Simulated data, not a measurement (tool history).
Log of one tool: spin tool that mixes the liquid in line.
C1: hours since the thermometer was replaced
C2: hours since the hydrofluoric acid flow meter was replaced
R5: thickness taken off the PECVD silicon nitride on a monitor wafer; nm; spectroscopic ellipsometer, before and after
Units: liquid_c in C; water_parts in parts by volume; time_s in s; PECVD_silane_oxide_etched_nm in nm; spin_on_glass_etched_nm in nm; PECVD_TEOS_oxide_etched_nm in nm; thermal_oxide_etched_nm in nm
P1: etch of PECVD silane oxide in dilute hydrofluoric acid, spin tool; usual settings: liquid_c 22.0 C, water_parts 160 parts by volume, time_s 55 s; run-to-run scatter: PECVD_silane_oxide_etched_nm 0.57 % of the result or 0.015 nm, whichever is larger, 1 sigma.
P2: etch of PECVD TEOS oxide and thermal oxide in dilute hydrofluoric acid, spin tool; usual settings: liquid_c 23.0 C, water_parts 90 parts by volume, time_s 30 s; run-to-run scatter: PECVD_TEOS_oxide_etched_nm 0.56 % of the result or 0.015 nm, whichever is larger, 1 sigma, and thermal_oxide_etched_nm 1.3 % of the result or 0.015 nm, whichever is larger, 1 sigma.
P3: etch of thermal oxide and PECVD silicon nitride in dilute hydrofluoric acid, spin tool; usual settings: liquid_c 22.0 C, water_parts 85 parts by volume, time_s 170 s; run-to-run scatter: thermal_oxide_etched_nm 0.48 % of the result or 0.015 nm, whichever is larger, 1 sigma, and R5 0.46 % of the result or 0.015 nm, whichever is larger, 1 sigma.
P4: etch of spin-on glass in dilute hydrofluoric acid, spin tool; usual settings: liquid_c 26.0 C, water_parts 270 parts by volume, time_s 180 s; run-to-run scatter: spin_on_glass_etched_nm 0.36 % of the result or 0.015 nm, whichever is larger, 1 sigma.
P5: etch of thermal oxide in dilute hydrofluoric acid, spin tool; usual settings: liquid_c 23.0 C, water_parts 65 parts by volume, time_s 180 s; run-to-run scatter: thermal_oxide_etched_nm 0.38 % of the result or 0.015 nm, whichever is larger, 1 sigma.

run 1 hour=8.9 | process=P1 liquid_c=22.0 water_parts=160 time_s=55 | C1=423.0 C2=196.0 | PECVD_silane_oxide_etched_nm=8.2965
run 2 hour=20.1 | process=P1 liquid_c=22.0 water_parts=45 time_s=55 | C1=434.2 C2=207.2 | PECVD_silane_oxide_etched_nm=34.5170
run 3 hour=27.4 | process=P4 liquid_c=26.0 water_parts=270 time_s=180 | C1=441.5 C2=214.5 | spin_on_glass_etched_nm=16.5610
run 4 hour=36.0 | process=P1 liquid_c=17.0 water_parts=160 time_s=55 | C1=450.1 C2=223.1 | PECVD_silane_oxide_etched_nm=6.8917
run 5 hour=44.4 | process=P1 liquid_c=27.0 water_parts=160 time_s=20 | C1=458.5 C2=231.5 | PECVD_silane_oxide_etched_nm=3.6584
run 6 hour=55.0 | process=P2 liquid_c=23.0 water_parts=90 time_s=15 | C1=469.1 C2=242.1 | PECVD_TEOS_oxide_etched_nm=2.8063 thermal_oxide_etched_nm=0.79623
run 7 hour=63.0 | process=P4 liquid_c=26.0 water_parts=85 time_s=180 | C1=477.1 C2=250.1 | spin_on_glass_etched_nm=64.8910
run 8 hour=71.1 | process=P5 liquid_c=23.0 water_parts=65 time_s=180 | C1=485.2 C2=258.2 | thermal_oxide_etched_nm=13.35100
run 9 hour=79.6 | process=P3 liquid_c=22.0 water_parts=85 time_s=170 | C1=493.7 C2=266.7 | thermal_oxide_etched_nm=8.82560 R5=9.9121
run 10 hour=89.2 | process=P5 liquid_c=23.0 water_parts=65 time_s=265 | C1=503.3 C2=276.3 | thermal_oxide_etched_nm=19.66800
run 11 hour=100.8 | process=P1 liquid_c=28.0 water_parts=160 time_s=55 | C1=514.9 C2=287.9 | PECVD_silane_oxide_etched_nm=10.4520
run 12 hour=114.2 | process=P3 liquid_c=22.0 water_parts=85 time_s=170 | C1=528.3 C2=301.3 | thermal_oxide_etched_nm=8.77200 R5=9.9530
run 13 hour=128.5 | process=P1 liquid_c=22.0 water_parts=230 time_s=55 | C1=542.6 C2=315.6 | PECVD_silane_oxide_etched_nm=5.4052
run 14 hour=139.1 | process=P1 liquid_c=22.0 water_parts=160 time_s=55 | C1=553.2 C2=326.2 | PECVD_silane_oxide_etched_nm=8.3297
-- hour=139.2 thermometer replaced
run 15 hour=150.4 | process=P1 liquid_c=22.0 water_parts=160 time_s=15 | C1=11.3 C2=337.5 | PECVD_silane_oxide_etched_nm=2.2932
run 16 hour=157.8 | process=P1 liquid_c=22.0 water_parts=160 time_s=55 | C1=18.7 C2=344.9 | PECVD_silane_oxide_etched_nm=8.3304
run 17 hour=169.4 | process=P3 liquid_c=22.0 water_parts=85 time_s=285 | C1=30.3 C2=356.5 | thermal_oxide_etched_nm=14.89100 R5=16.4810
run 18 hour=177.7 | process=P1 liquid_c=22.0 water_parts=160 time_s=90 | C1=38.6 C2=364.8 | PECVD_silane_oxide_etched_nm=13.6520
-- hour=187.4 hydrofluoric acid flow meter replaced
run 19 hour=190.0 | process=P1 liquid_c=22.0 water_parts=160 time_s=55 | C1=50.9 C2=2.6 | PECVD_silane_oxide_etched_nm=8.3958
run 20 hour=199.9 | process=P4 liquid_c=20.5 water_parts=270 time_s=180 | C1=60.8 C2=12.5 | spin_on_glass_etched_nm=13.6100
run 21 hour=208.4 | process=P5 liquid_c=30.5 water_parts=65 time_s=180 | C1=69.3 C2=21.0 | thermal_oxide_etched_nm=18.02700
run 22 hour=217.6 | process=P2 liquid_c=23.0 water_parts=155 time_s=30 | C1=78.5 C2=30.2 | PECVD_TEOS_oxide_etched_nm=3.0096 thermal_oxide_etched_nm=0.85537
run 23 hour=229.1 | process=P3 liquid_c=28.5 water_parts=85 time_s=170 | C1=90.0 C2=41.7 | thermal_oxide_etched_nm=11.38300 R5=15.2530
run 24 hour=237.3 | process=P2 liquid_c=17.0 water_parts=90 time_s=30 | C1=98.2 C2=49.9 | PECVD_TEOS_oxide_etched_nm=4.3910 thermal_oxide_etched_nm=1.23810
run 25 hour=252.2 | process=P3 liquid_c=22.0 water_parts=125 time_s=170 | C1=113.1 C2=64.8 | thermal_oxide_etched_nm=5.78410 R5=6.6760
run 26 hour=258.9 | process=P2 liquid_c=23.0 water_parts=90 time_s=30 | C1=119.8 C2=71.5 | PECVD_TEOS_oxide_etched_nm=5.5721 thermal_oxide_etched_nm=1.52890
run 27 hour=272.1 | process=P1 liquid_c=18.0 water_parts=220 time_s=55 | C1=133.0 C2=84.7 | PECVD_silane_oxide_etched_nm=4.9114
run 28 hour=284.5 | process=P4 liquid_c=26.0 water_parts=270 time_s=180 | C1=145.4 C2=97.1 | spin_on_glass_etched_nm=16.4910
run 29 hour=299.0 | process=P4 liquid_c=26.0 water_parts=270 time_s=60 | C1=159.9 C2=111.6 | spin_on_glass_etched_nm=5.5014
run 30 hour=314.1 | process=P5 liquid_c=23.0 water_parts=95 time_s=180 | C1=175.0 C2=126.7 | thermal_oxide_etched_nm=8.84360
run 31 hour=327.0 | process=P1 liquid_c=22.0 water_parts=160 time_s=55 | C1=187.9 C2=139.6 | PECVD_silane_oxide_etched_nm=8.4435
run 32 hour=340.9 | process=P1 liquid_c=22.0 water_parts=160 time_s=55 | C1=201.8 C2=153.5 | PECVD_silane_oxide_etched_nm=8.5688
run 33 hour=349.4 | process=P1 liquid_c=22.0 water_parts=160 time_s=55 | C1=210.3 C2=162.0 | PECVD_silane_oxide_etched_nm=8.6917
run 34 hour=356.6 | process=P1 liquid_c=22.0 water_parts=160 time_s=55 | C1=217.5 C2=169.2 | PECVD_silane_oxide_etched_nm=8.8334
run 35 hour=367.7 | process=P1 liquid_c=22.0 water_parts=160 time_s=55 | C1=228.6 C2=180.3 | PECVD_silane_oxide_etched_nm=8.7785
run 36 hour=380.3 | process=P1 liquid_c=22.0 water_parts=160 time_s=55 | C1=241.2 C2=192.9 | PECVD_silane_oxide_etched_nm=8.9101
run 37 hour=393.8 | process=P1 liquid_c=22.0 water_parts=160 time_s=55 | C1=254.7 C2=206.4 | PECVD_silane_oxide_etched_nm=8.8554
run 38 hour=406.4 | process=P1 liquid_c=22.0 water_parts=160 time_s=55 | C1=267.3 C2=219.0 | PECVD_silane_oxide_etched_nm=8.9278

The next listed run, before its measurement:
run 39 hour=420.9 | process=P1 liquid_c=22.0 water_parts=160 time_s=55 | C1=281.8 C2=233.5 | PECVD_silane_oxide_etched_nm=?

Run 39 gave PECVD_silane_oxide_etched_nm 8.8873 nm.

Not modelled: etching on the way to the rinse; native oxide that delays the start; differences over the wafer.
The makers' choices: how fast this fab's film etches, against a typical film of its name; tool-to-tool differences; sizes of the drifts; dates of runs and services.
